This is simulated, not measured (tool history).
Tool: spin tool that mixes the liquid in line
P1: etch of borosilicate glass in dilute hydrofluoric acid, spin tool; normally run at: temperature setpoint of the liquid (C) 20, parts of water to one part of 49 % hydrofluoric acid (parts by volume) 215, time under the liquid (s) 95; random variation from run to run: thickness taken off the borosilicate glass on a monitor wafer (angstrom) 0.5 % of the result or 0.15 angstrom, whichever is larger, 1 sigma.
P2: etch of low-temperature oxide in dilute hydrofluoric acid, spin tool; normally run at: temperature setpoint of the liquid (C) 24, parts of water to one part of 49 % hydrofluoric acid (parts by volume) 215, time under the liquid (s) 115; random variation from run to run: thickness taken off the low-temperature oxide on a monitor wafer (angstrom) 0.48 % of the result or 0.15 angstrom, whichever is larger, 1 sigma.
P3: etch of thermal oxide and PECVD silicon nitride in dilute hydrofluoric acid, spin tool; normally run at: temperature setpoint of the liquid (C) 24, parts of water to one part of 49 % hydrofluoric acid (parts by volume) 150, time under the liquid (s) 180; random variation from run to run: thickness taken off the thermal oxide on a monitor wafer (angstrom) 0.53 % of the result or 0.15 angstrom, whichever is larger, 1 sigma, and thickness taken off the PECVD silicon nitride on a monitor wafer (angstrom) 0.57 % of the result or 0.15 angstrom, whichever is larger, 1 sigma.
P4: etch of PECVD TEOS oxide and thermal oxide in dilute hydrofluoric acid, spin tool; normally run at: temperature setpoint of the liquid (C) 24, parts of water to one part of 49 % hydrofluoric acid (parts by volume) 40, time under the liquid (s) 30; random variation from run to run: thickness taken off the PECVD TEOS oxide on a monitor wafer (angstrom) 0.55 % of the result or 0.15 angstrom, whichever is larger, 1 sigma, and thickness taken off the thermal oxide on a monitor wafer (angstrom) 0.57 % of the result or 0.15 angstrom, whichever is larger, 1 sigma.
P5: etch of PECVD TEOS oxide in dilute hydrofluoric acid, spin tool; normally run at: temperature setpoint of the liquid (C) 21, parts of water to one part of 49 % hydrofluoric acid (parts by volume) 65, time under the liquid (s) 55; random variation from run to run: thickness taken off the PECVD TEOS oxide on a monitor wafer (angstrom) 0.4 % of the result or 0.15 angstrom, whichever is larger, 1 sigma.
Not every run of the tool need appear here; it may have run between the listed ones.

| run | hour | process that ran | temperature setpoint of the liquid (C) | parts of water to one part of 49 % hydrofluoric acid (parts by volume) | time under the liquid (s) | hours since the thermometer was replaced | hours since the hydrofluoric acid flow meter was replaced | thickness taken off the borosilicate glass on a monitor wafer (angstrom) | thickness taken off the low-temperature oxide on a monitor wafer (angstrom) | thickness taken off the thermal oxide on a monitor wafer (angstrom) | thickness taken off the PECVD silicon nitride on a monitor wafer (angstrom) | thickness taken off the PECVD TEOS oxide on a monitor wafer (angstrom) |
|---|---|---|---|---|---|---|---|---|---|---|---|---|
| 1 | 6.7 | P1 | 20 | 215 | 95 | 782.7 | 319.1 | 86.86 |  |  |  |  |
| 2 | 10.5 | P2 | 24 | 90 | 115 | 786.5 | 322.9 |  | 295.81 |  |  |  |
| 3 | 16.2 | P2 | 24 | 215 | 60 | 792.2 | 328.6 |  | 56.439 |  |  |  |
| 4 | 21.6 | P1 | 20 | 380 | 95 | 797.6 | 334 | 42.622 |  |  |  |  |
| 5 | 27.7 | P2 | 24 | 215 | 115 | 803.7 | 340.1 |  | 108.79 |  |  |  |
| 6 | 31.7 | P3 | 24 | 150 | 180 | 807.7 | 344.1 |  |  | 53.119 | 39.613 |  |
| 7 | 37.7 | P1 | 20 | 215 | 95 | 813.7 | 350.1 | 87.32 |  |  |  |  |
| 8 | 43.1 | P1 | 20 | 90 | 95 | 819.1 | 355.5 | 235.07 |  |  |  |  |
|  | 44.1 | thermometer replaced |
| 9 | 47.9 | P3 | 31.5 | 150 | 180 | 3.8 | 360.3 |  |  | 70.321 | 62.708 |  |
| 10 | 53.9 | P1 | 17 | 215 | 95 | 9.8 | 366.3 | 76.853 |  |  |  |  |
| 11 | 60.7 | P2 | 30 | 215 | 115 | 16.6 | 373.1 |  | 132.56 |  |  |  |
| 12 | 66.5 | P1 | 17 | 215 | 55 | 22.4 | 378.9 | 45.146 |  |  |  |  |
| 13 | 73.6 | P5 | 21 | 65 | 55 | 29.5 | 386 |  |  |  |  | 119.52 |
| 14 | 79.8 | P5 | 21 | 65 | 15 | 35.7 | 392.2 |  |  |  |  | 32.484 |
| 15 | 85.1 | P4 | 24 | 40 | 15 | 41 | 397.5 |  |  | 18.523 |  | 66.065 |
| 16 | 90.8 | P1 | 20 | 215 | 95 | 46.7 | 403.2 | 86.74 |  |  |  |  |
| 17 | 95.3 | P1 | 20 | 215 | 135 | 51.2 | 407.7 | 123.48 |  |  |  |  |
| 18 | 99.9 | P1 | 27 | 215 | 95 | 55.8 | 412.3 | 112.45 |  |  |  |  |
| 19 | 107 | P4 | 24 | 40 | 30 | 62.9 | 419.4 |  |  | 37.279 |  | 132.93 |
| 20 | 111.1 | P1 | 20 | 215 | 95 | 67 | 423.5 | 86.747 |  |  |  |  |
| 21 | 116.7 | P1 | 20 | 215 | 25 | 72.6 | 429.1 | 22.961 |  |  |  |  |
| 22 | 120.5 | P5 | 29.5 | 65 | 55 | 76.4 | 432.9 |  |  |  |  | 166.84 |
| 23 | 124.7 | P4 | 24 | 40 | 30 | 80.6 | 437.1 |  |  | 36.588 |  | 133.22 |
| 24 | 129.2 | P3 | 24 | 220 | 180 | 85.1 | 441.6 |  |  | 33.015 | 26.973 |  |
| 25 | 134.3 | P1 | 24.5 | 215 | 155 | 90.2 | 446.7 | 166.96 |  |  |  |  |
| 26 | 140.1 | P4 | 30.5 | 40 | 30 | 96 | 452.5 |  |  | 48.002 |  | 173.49 |
| 27 | 144.9 | P3 | 24 | 150 | 15 | 100.8 | 457.3 |  |  | 4.4752 | 3.1596 |  |
| 28 | 149.5 | P5 | 21 | 95 | 55 | 105.4 | 461.9 |  |  |  |  | 77.989 |
| 29 | 154.6 | P2 | 24 | 215 | 115 | 110.5 | 467 |  | 109.15 |  |  |  |
| 30 | 160.1 | P1 | 20 | 215 | 95 | 116 | 472.5 | 86.942 |  |  |  |  |
| 31 | 165.2 | P4 | 24 | 60 | 30 | 121.1 | 477.6 |  |  | 23.901 |  | 86.346 |
| 32 | 168.4 | P1 | 20 | 215 | 95 | 124.3 | 480.8 | 87.381 |  |  |  |  |
| 33 | 172.6 | P1 | 20 | 215 | 95 | 128.5 | 485 | 89.036 |  |  |  |  |
| 34 | 177.5 | P1 | 20 | 215 | 95 | 133.4 | 489.9 | 89.139 |  |  |  |  |
| 35 | 184.1 | P1 | 20 | 215 | 95 | 140 | 496.5 | 91.251 |  |  |  |  |
| 36 | 191 | P1 | 20 | 215 | 95 | 146.9 | 503.4 | 92.357 |  |  |  |  |
| 37 | 196.4 | P1 | 20 | 215 | 95 | 152.3 | 508.8 | 92.753 |  |  |  |  |
| 38 | 200.7 | P1 | 20 | 215 | 95 | 156.6 | 513.1 | 92.517 |  |  |  |  |
| 39 | 206.1 | P1 | 20 | 215 | 95 | 162 | 518.5 | 92.876 |  |  |  |  |
| 40 | 213.1 | P1 | 20 | 215 | 95 | 169 | 525.5 | 92.671 |  |  |  |  |
| 41 | 219.5 | P1 | 20 | 215 | 95 | 175.4 | 531.9 | 92.46 |  |  |  |  |

Compared with where it was, what P1 gives has crept away. Each cause listed below fits the log as well as the rest, at the size given for it:
A: hydrofluoric acid flow above the setpoint (%) = 6.16
B: liquid hotter than its thermometer reads (K) = 1.9
Creep in the process output first set in at about hour 168.4.

Below are 4 check runs, each on a single wafer, with their results shown as question marks. Which of them would tell the listed causes apart, meaning the causes would give clearly different results under it?
| check 1 | 225.9 | P2 | 24 | 95 | 70 |  |  |  | ? |  |  |  |
| check 2 | 225.9 | P3 | 31 | 195 | 180 |  |  |  |  | ? | ? |  |
| check 3 | 225.9 | P5 | 29 | 90 | 55 |  |  |  |  |  |  | ? |
| check 4 | 225.9 | P4 | 29.5 | 40 | 30 |  |  |  |  | ? |  | ? |

Predicted outcomes, by check and by cause:
| check | result | if A | if B |
|---|---|---|---|
| check 1 | thickness taken off the low-temperature oxide on a monitor wafer (angstrom) | 182.54 | 184.06 |
| check 2 | thickness taken off the thermal oxide on a monitor wafer (angstrom) | 53.653 | 53.138 |
| check 2 | thickness taken off the PECVD silicon nitride on a monitor wafer (angstrom) | 49.681 | 52.263 |
| check 3 | thickness taken off the PECVD TEOS oxide on a monitor wafer (angstrom) | 122.43 | 123.02 |
| check 4 | thickness taken off the thermal oxide on a monitor wafer (angstrom) | 49.311 | 49.891 |
| check 4 | thickness taken off the PECVD TEOS oxide on a monitor wafer (angstrom) | 177.02 | 179.11 |
Separation of the two closest causes in each check, using whichever result separates them best: check 1 0.83 %; check 2 5.07 %; check 3 0.48 %; check 4 1.17 %
Check 2 distinguishes between the causes, while the remaining checks would return nearly the same result for all of them.

With check 2 done, the readings were: thickness taken off the thermal oxide on a monitor wafer (angstrom) 53.325; thickness taken off the PECVD silicon nitride on a monitor wafer (angstrom) 49.463. Identify which of the listed causes applies.

The cause is A: hydrofluoric acid flow above the setpoint (%).
